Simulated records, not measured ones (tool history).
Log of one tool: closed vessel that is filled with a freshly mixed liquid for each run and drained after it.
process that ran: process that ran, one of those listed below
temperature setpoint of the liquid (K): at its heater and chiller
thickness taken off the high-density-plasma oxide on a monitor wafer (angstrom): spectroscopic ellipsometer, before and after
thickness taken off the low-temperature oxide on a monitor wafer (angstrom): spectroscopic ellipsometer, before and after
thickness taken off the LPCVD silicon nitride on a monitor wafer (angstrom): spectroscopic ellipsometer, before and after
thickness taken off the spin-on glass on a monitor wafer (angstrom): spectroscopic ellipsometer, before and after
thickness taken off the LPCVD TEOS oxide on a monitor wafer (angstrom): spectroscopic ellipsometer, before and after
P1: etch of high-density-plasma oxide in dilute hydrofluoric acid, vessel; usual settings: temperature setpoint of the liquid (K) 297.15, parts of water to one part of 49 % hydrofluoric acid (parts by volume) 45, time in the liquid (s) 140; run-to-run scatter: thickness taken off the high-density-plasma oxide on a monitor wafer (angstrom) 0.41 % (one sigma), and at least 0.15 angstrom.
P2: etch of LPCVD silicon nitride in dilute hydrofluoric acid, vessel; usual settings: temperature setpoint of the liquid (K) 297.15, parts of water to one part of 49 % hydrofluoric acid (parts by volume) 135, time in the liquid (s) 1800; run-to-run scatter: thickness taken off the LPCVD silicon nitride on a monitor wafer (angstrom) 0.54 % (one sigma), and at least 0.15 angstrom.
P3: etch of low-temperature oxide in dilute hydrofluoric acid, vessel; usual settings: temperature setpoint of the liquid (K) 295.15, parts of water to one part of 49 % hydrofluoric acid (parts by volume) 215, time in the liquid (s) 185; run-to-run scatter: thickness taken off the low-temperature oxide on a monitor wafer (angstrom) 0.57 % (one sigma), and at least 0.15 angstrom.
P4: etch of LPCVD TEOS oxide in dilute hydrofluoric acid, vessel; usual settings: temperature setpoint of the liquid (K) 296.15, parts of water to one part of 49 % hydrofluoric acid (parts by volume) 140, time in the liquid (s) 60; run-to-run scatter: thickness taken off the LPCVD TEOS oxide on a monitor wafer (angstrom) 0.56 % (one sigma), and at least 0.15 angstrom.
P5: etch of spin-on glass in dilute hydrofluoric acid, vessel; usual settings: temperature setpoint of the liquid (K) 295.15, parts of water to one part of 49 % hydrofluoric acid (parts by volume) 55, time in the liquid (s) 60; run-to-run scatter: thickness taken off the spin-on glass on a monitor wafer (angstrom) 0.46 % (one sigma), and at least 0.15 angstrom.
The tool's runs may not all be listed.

run     day  process that ran  temperature setpoint of the liquid (K)  parts of water to one part of 49 % hydrofluoric acid (parts by volume)  time in the liquid (s)  hours since the thermometer was replaced  hours since the hydrofluoric acid flow meter was replaced  thickness taken off the high-density-plasma oxide on a monitor wafer (angstrom)  thickness taken off the low-temperature oxide on a monitor wafer (angstrom)  thickness taken off the LPCVD silicon nitride on a monitor wafer (angstrom)  thickness taken off the spin-on glass on a monitor wafer (angstrom)  thickness taken off the LPCVD TEOS oxide on a monitor wafer (angstrom)
  1   0.367                P1                                  297.15                                                                      45                     140                                     809.9                                                      272.4                                                                           191.23
  2   1.092                P3                                  303.65                                                                     215                     185                                     827.3                                                      289.8                                                                                                                                                         150.1
  3   1.438                P2                                  290.15                                                                     135                    1800                                     835.6                                                      298.1                                                                                                                                                                                                                                     41.761
  4   1.912                P1                                  297.15                                                                      45                     210                                       847                                                      309.5                                                                           287.55
  5   2.429                P5                                  295.15                                                                     105                      60                                     859.4                                                      321.9                                                                                                                                                                                                                                                                                                          290.35
  6   3.121                P3                                  295.15                                                                     120                     185                                       876                                                      338.5                                                                                                                                                        217.54
  7   3.692                P1                                  297.15                                                                      70                     140                                     889.7                                                      352.2                                                                           119.08
  8   4.338                P3                                  295.15                                                                     215                     185                                     905.2                                                      367.7                                                                                                                                                         110.5
  9   4.688                P1                                  297.15                                                                      45                     140                                     913.6                                                      376.1                                                                           189.87
 10   5.346                P5                                  299.15                                                                      55                      60                                     929.4                                                      391.9                                                                                                                                                                                                                                                                                                          692.75
 11   5.942                P1                                  297.15                                                                      45                     140                                     943.7                                                      406.2                                                                           190.76
 12   6.475                P1                                  297.15                                                                      45                     140                                     956.5                                                        419                                                                           191.21
 13   7.012                P1                                  297.15                                                                      45                     140                                     969.4                                                      431.9                                                                            191.4
 14   7.508                P4                                  303.65                                                                     140                      60                                     981.3                                                      443.8                                                                                                                                                                                                                                                                                                                                                                                   89.02
 15   7.912                P4                                  296.15                                                                     140                      60                                       991                                                      453.5                                                                                                                                                                                                                                                                                                                                                                                   66.78
 16   8.542                P1                                  303.65                                                                      45                      30                                    1006.1                                                      468.6                                                                           53.505
 17   9.096                P2                                  297.15                                                                     135                    1800                                    1019.4                                                      481.9                                                                                                                                                                                                                                     67.432
 18   9.692                P3                                  295.15                                                                     215                     185                                    1033.7                                                      496.2                                                                                                                                                        109.88
 19  10.417                P2                                  297.15                                                                      70                    1800                                    1051.1                                                      513.6                                                                                                                                                                                                                                     128.82
 20  10.762                P4                                  296.15                                                                     140                      30                                    1059.4                                                      521.9                                                                                                                                                                                                                                                                                                                                                                                  33.985
 21  11.288                P1                                  297.15                                                                      20                     140                                      1072                                                      534.5                                                                           446.46
 22  12.017                P5                                  295.15                                                                      55                     110                                    1089.5                                                        552                                                                                                                                                                                                                                                                                                          1072.1
 23  12.462                P1                                  297.15                                                                      45                     140                                    1100.2                                                      562.7                                                                           192.15
 24  12.829                P3                                  295.15                                                                     215                     300                                      1109                                                      571.5                                                                                                                                                        178.66
       13.5  -- hydrofluoric acid flow meter replaced
 25  13.562                P1                                  290.65                                                                      45                     140                                    1126.6                                                        1.5                                                                           144.95
 26  14.071                P1                                  297.15                                                                      45                      35                                    1138.8                                                       13.7                                                                           47.802
 27  14.554                P4                                  296.15                                                                     140                      60                                    1150.4                                                       25.3                                                                                                                                                                                                                                                                                                                                                                                   67.62
 28  15.321                P5                                  295.15                                                                      55                      60                                    1168.8                                                       43.7                                                                                                                                                                                                                                                                                                           585.7
 29  15.908                P1                                  304.65                                                                      45                     140                                    1182.9                                                       57.8                                                                           258.38
 30  16.475                P4                                  296.15                                                                      70                      60                                    1196.5                                                       71.4                                                                                                                                                                                                                                                                                                                                                                                  147.55
 31  17.125                P2                                  297.15                                                                     135                    3460                                    1212.1                                                         87                                                                                                                                                                                                                                     129.92
 32  17.758                P1                                  297.15                                                                      45                     140                                    1227.3                                                      102.2                                                                              191
 33  18.471                P1                                  297.15                                                                      45                     140                                    1244.4                                                      119.3                                                                           196.57
 34   18.85                P1                                  297.15                                                                      45                     140                                    1253.5                                                      128.4                                                                           202.59
 35  19.462                P1                                  297.15                                                                      45                     140                                    1268.2                                                      143.1                                                                           205.06
 36  19.988                P1                                  297.15                                                                      45                     140                                    1280.8                                                      155.7                                                                           207.73
 37  20.325                P1                                  297.15                                                                      45                     140                                    1288.9                                                      163.8                                                                           207.88
 38  21.062                P1                                  297.15                                                                      45                     140                                    1306.6                                                      181.5                                                                           208.98
 39   21.45                P1                                  297.15                                                                      45                     140                                    1315.9                                                      190.8                                                                           206.56
 40  21.838                P1                                  297.15                                                                      45                     140                                    1325.2                                                      200.1                                                                           207.71
 41  22.288                P1                                  297.15                                                                      45                     140                                      1336                                                      210.9                                                                           208.65
 42  22.692                P1                                  297.15                                                                      45                     140                                    1345.7                                                      220.6                                                                           208.84

What P1 gives has crept away from where it was. These 2 causes fit the log equally well, each at the size given:
A: hydrofluoric acid flow above the setpoint (%) = 8.71
B: liquid hotter than its thermometer reads (K) = 2.16
The creep began at about day 17.758.

4 check runs are offered, one wafer each, their results left as question marks. Which one tells the causes apart?
check 1  23.096                P5                                  295.15                                                                     100                      60                                                                                                                                                                                                                                                                                                                                                                                                                    ?
check 2  23.096                P2                                  291.65                                                                     135                    3080                                                                                                                                                                                                                                                                                                                                               ?
check 3  23.096                P3                                  295.15                                                                     140                     185                                                                                                                                                                                                                                                                  ?
check 4  23.096                P4                                  296.15                                                                      75                      60                                                                                                                                                                                                                                                                                                                                                                                                                                                                                            ?

What each check would give under each cause:
  check                                                                       result    if A    if B
check 1          thickness taken off the spin-on glass on a monitor wafer (angstrom)   335.5  333.28
check 2  thickness taken off the LPCVD silicon nitride on a monitor wafer (angstrom)  87.057  92.864
check 3  thickness taken off the low-temperature oxide on a monitor wafer (angstrom)  201.55  199.13
check 4       thickness taken off the LPCVD TEOS oxide on a monitor wafer (angstrom)  149.42  148.83
How far apart the two closest causes lie, in the result that separates them most: check 1 0.66 %; check 2 6.46 %; check 3 1.21 %; check 4 0.39 %
Only check 2 tells the causes apart: in the others they would give nearly the same result.

Then check 2 was run and gave: thickness taken off the LPCVD silicon nitride on a monitor wafer (angstrom) 93.147. Which cause is it?

It is B: liquid hotter than its thermometer reads (K).
